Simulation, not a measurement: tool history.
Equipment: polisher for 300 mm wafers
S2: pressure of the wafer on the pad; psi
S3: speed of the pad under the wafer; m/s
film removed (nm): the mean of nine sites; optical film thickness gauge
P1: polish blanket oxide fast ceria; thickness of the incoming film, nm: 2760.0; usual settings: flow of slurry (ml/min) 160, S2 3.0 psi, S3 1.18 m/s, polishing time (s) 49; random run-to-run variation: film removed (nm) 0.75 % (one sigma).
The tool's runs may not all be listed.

{"run": 1, "day": 0.338, "flow of slurry (ml/min)": 160, "S2": 3.0, "S3": 1.18, "polishing time (s)": 49, "film removed (nm)": 1122.5}
{"run": 2, "day": 0.554, "flow of slurry (ml/min)": 160, "S2": 3.0, "S3": 0.62, "polishing time (s)": 49, "film removed (nm)": 593.08}
{"run": 3, "day": 0.788, "flow of slurry (ml/min)": 160, "S2": 3.0, "S3": 1.18, "polishing time (s)": 73, "film removed (nm)": 1698.0}
{"run": 4, "day": 1.038, "flow of slurry (ml/min)": 160, "S2": 3.0, "S3": 1.18, "polishing time (s)": 49, "film removed (nm)": 1129.9}
{"run": 5, "day": 1.329, "flow of slurry (ml/min)": 160, "S2": 3.0, "S3": 1.84, "polishing time (s)": 22, "film removed (nm)": 791.9}
{"run": 6, "day": 1.538, "flow of slurry (ml/min)": 205, "S2": 3.0, "S3": 1.18, "polishing time (s)": 49, "film removed (nm)": 1187.1}
{"run": 7, "day": 1.8, "flow of slurry (ml/min)": 160, "S2": 3.0, "S3": 1.18, "polishing time (s)": 49, "film removed (nm)": 1138.4}
{"run": 8, "day": 2.108, "flow of slurry (ml/min)": 160, "S2": 3.0, "S3": 1.18, "polishing time (s)": 22, "film removed (nm)": 505.02}
{"run": 9, "day": 2.4, "flow of slurry (ml/min)": 160, "S2": 3.0, "S3": 1.18, "polishing time (s)": 49, "film removed (nm)": 1140.1}
{"run": 10, "day": 2.721, "flow of slurry (ml/min)": 160, "S2": 3.0, "S3": 1.18, "polishing time (s)": 49, "film removed (nm)": 1140.4}
{"run": 11, "day": 3.038, "flow of slurry (ml/min)": 240, "S2": 3.0, "S3": 1.18, "polishing time (s)": 33, "film removed (nm)": 811.94}
{"run": 12, "day": 3.233, "flow of slurry (ml/min)": 160, "S2": 3.0, "S3": 1.6, "polishing time (s)": 49, "film removed (nm)": 1530.2}
{"run": 13, "day": 3.492, "flow of slurry (ml/min)": 160, "S2": 3.0, "S3": 1.18, "polishing time (s)": 49, "film removed (nm)": 1118.7}
{"run": 14, "day": 3.771, "flow of slurry (ml/min)": 160, "S2": 4.2, "S3": 1.18, "polishing time (s)": 49, "film removed (nm)": 1572.2}
{"run": 15, "day": 4.042, "flow of slurry (ml/min)": 240, "S2": 3.0, "S3": 1.8, "polishing time (s)": 49, "film removed (nm)": 1837.8}
{"run": 16, "day": 4.412, "flow of slurry (ml/min)": 160, "S2": 1.5, "S3": 1.18, "polishing time (s)": 49, "film removed (nm)": 564.65}
{"run": 17, "day": 4.642, "flow of slurry (ml/min)": 100, "S2": 3.0, "S3": 1.18, "polishing time (s)": 49, "film removed (nm)": 1040.0}
{"run": 18, "day": 4.917, "flow of slurry (ml/min)": 160, "S2": 3.0, "S3": 1.18, "polishing time (s)": 49, "film removed (nm)": 1130.8}
{"run": 19, "day": 5.179, "flow of slurry (ml/min)": 160, "S2": 3.0, "S3": 1.18, "polishing time (s)": 49, "film removed (nm)": 1093.4}
{"run": 20, "day": 5.517, "flow of slurry (ml/min)": 160, "S2": 3.0, "S3": 1.18, "polishing time (s)": 49, "film removed (nm)": 1069.6}
{"day": 5.554, "done": "head pressure recalibrated"}
{"run": 21, "day": 5.854, "flow of slurry (ml/min)": 160, "S2": 3.0, "S3": 1.18, "polishing time (s)": 49, "film removed (nm)": 1058.5}
{"run": 22, "day": 6.038, "flow of slurry (ml/min)": 160, "S2": 3.0, "S3": 1.18, "polishing time (s)": 49, "film removed (nm)": 1037.9}
{"run": 23, "day": 6.346, "flow of slurry (ml/min)": 160, "S2": 3.0, "S3": 1.18, "polishing time (s)": 49, "film removed (nm)": 1032.1}
{"run": 24, "day": 6.508, "flow of slurry (ml/min)": 160, "S2": 3.0, "S3": 1.18, "polishing time (s)": 49, "film removed (nm)": 1033.4}

The log shows P1 creeping away from where it was. Any of the 2 causes listed here, at the size stated for it, fits the log just as well as the others:
A: slurry flow missing at the pad, % = 36.1
B: removal rate lost through wear of the pad, % = 8.64
The gradual shift began around day 4.917.
Every other cause this tool's parts could produce, and why it does not fit the log:
head's pressure below its setpoint, %: work on it at day 5.554, done after the drift set in, did not restore what the process gave before

Consider the 4 check runs below, whose results appear as question marks and each of which averages 2 wafers. Which one distinguishes the causes, in that each cause would give it a clearly different result?
{"run": "check 1", "day": 6.671, "flow of slurry (ml/min)": 160, "S2": 1.9, "S3": 1.18, "polishing time (s)": 49, "film removed (nm)": "?"}
{"run": "check 2", "day": 6.671, "flow of slurry (ml/min)": 105, "S2": 3.0, "S3": 1.18, "polishing time (s)": 66, "film removed (nm)": "?"}
{"run": "check 3", "day": 6.671, "flow of slurry (ml/min)": 160, "S2": 3.0, "S3": 1.46, "polishing time (s)": 49, "film removed (nm)": "?"}
{"run": "check 4", "day": 6.671, "flow of slurry (ml/min)": 160, "S2": 3.0, "S3": 0.62, "polishing time (s)": 23, "film removed (nm)": "?"}

Outcome of each check run for each possible cause:
check=check_1 result=film_removed_(nm) if_A=656.50 if_B=656.61
check=check_2 result=film_removed_(nm) if_A=1232.30 if_B=1283.90
check=check_3 result=film_removed_(nm) if_A=1282.60 if_B=1282.80
check=check_4 result=film_removed_(nm) if_A=255.65 if_B=255.69
Smallest distance between any two causes, each pair judged by its most separating result, in per cent: check 1 0.02 %; check 2 4.1 %; check 3 0.02 %; check 4 0.02 %
The causes can be told apart only by check 2. The other checks would give nearly the same results under each of them.

Here is what check 2 returned: film removed (nm) 1239.00. Which cause is it?

It is A: slurry flow missing at the pad, %.
